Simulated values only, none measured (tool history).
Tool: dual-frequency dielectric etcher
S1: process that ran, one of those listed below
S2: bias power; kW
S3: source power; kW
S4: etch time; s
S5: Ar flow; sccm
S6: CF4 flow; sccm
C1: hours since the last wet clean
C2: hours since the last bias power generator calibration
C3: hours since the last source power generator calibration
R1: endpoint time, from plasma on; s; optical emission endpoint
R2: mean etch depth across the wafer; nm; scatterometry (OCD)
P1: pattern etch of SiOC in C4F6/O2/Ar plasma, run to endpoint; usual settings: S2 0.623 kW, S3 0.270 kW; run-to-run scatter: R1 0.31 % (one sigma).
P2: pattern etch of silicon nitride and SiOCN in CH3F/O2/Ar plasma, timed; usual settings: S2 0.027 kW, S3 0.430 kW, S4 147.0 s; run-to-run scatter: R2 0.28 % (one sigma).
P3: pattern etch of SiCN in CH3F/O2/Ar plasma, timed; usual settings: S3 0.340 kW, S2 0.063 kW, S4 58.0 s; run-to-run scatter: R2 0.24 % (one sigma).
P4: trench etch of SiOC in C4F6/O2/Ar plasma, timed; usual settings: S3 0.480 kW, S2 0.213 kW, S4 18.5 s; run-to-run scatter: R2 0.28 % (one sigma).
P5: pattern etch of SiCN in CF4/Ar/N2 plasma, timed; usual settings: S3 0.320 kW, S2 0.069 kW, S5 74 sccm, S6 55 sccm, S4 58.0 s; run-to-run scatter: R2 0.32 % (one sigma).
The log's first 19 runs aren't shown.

run 20 hour=196.9 | S1=P2 S2=0.038 S3=0.430 S4=147.0 | C1=377.9 C2=1436.2 C3=703.4 | R2=25.832
run 21 hour=210.2 | S1=P1 S2=0.623 S3=0.160 | C1=391.2 C2=1449.5 C3=716.7 | R1=15.582
run 22 hour=217.2 | S1=P4 S2=0.213 S3=0.480 S4=27.5 | C1=398.2 C2=1456.5 C3=723.7 | R2=63.578
run 23 hour=229.3 | S1=P1 S2=0.406 S3=0.270 | C1=410.3 C2=1468.6 C3=735.8 | R1=15.155
run 24 hour=240.1 | S1=P3 S2=0.087 S3=0.340 S4=58.0 | C1=421.1 C2=1479.4 C3=746.6 | R2=21.922
run 25 hour=250.2 | S1=P4 S2=0.213 S3=0.480 S4=18.5 | C1=431.2 C2=1489.5 C3=756.7 | R2=42.517
run 26 hour=261.2 | S1=P4 S2=0.213 S3=0.480 S4=18.5 | C1=442.2 C2=1500.5 C3=767.7 | R2=42.537
run 27 hour=272.4 | S1=P3 S2=0.063 S3=0.340 S4=58.0 | C1=453.4 C2=1511.7 C3=778.9 | R2=19.549
run 28 hour=286.4 | S1=P4 S2=0.160 S3=0.480 S4=18.5 | C1=467.4 C2=1525.7 C3=792.9 | R2=38.955
run 29 hour=298.4 | S1=P3 S2=0.063 S3=0.340 S4=58.0 | C1=479.4 C2=1537.7 C3=804.9 | R2=19.489
run 30 hour=304.8 | S1=P5 S2=0.069 S3=0.320 S4=58.0 S5=74 S6=55 | C1=485.8 C2=1544.1 C3=811.3 | R2=36.522
run 31 hour=315.3 | S1=P2 S2=0.027 S3=0.430 S4=147.0 | C1=496.3 C2=1554.6 C3=821.8 | R2=22.040
run 32 hour=327.4 | S1=P3 S2=0.063 S3=0.340 S4=43.0 | C1=508.4 C2=1566.7 C3=833.9 | R2=14.467
run 33 hour=339.1 | S1=P1 S2=0.829 S3=0.270 | C1=520.1 C2=1578.4 C3=845.6 | R1=11.443
run 34 hour=345.6 | S1=P1 S2=0.623 S3=0.270 | C1=526.6 C2=1584.9 C3=852.1 | R1=12.929
run 35 hour=356.9 | S1=P1 S2=0.623 S3=0.270 | C1=537.9 C2=1596.2 C3=863.4 | R1=12.917
run 36 hour=370.7 | S1=P1 S2=0.623 S3=0.270 | C1=551.7 C2=1610.0 C3=877.2 | R1=12.969
run 37 hour=384.5 | S1=P1 S2=0.623 S3=0.270 | C1=565.5 C2=1623.8 C3=891.0 | R1=12.962
run 38 hour=396.9 | S1=P1 S2=0.623 S3=0.270 | C1=577.9 C2=1636.2 C3=903.4 | R1=13.045
run 39 hour=407.1 | S1=P1 S2=0.623 S3=0.270 | C1=588.1 C2=1646.4 C3=913.6 | R1=13.074
-- hour=407.8 wet clean of the chamber
run 40 hour=418.7 | S1=P1 S2=0.623 S3=0.270 | C1=10.9 C2=1658.0 C3=925.2 | R1=13.078
run 41 hour=427.8 | S1=P1 S2=0.623 S3=0.270 | C1=20.0 C2=1667.1 C3=934.3 | R1=13.028
run 42 hour=439.7 | S1=P1 S2=0.623 S3=0.270 | C1=31.9 C2=1679.0 C3=946.2 | R1=13.100
run 43 hour=453.9 | S1=P1 S2=0.623 S3=0.270 | C1=46.1 C2=1693.2 C3=960.4 | R1=13.077

The next listed run, before its measurement:
run 44 hour=461.1 | S1=P1 S2=0.623 S3=0.270 | C1=53.3 C2=1700.4 C3=967.6 | R1=?

{"run 44": {"R1": 13.094}}
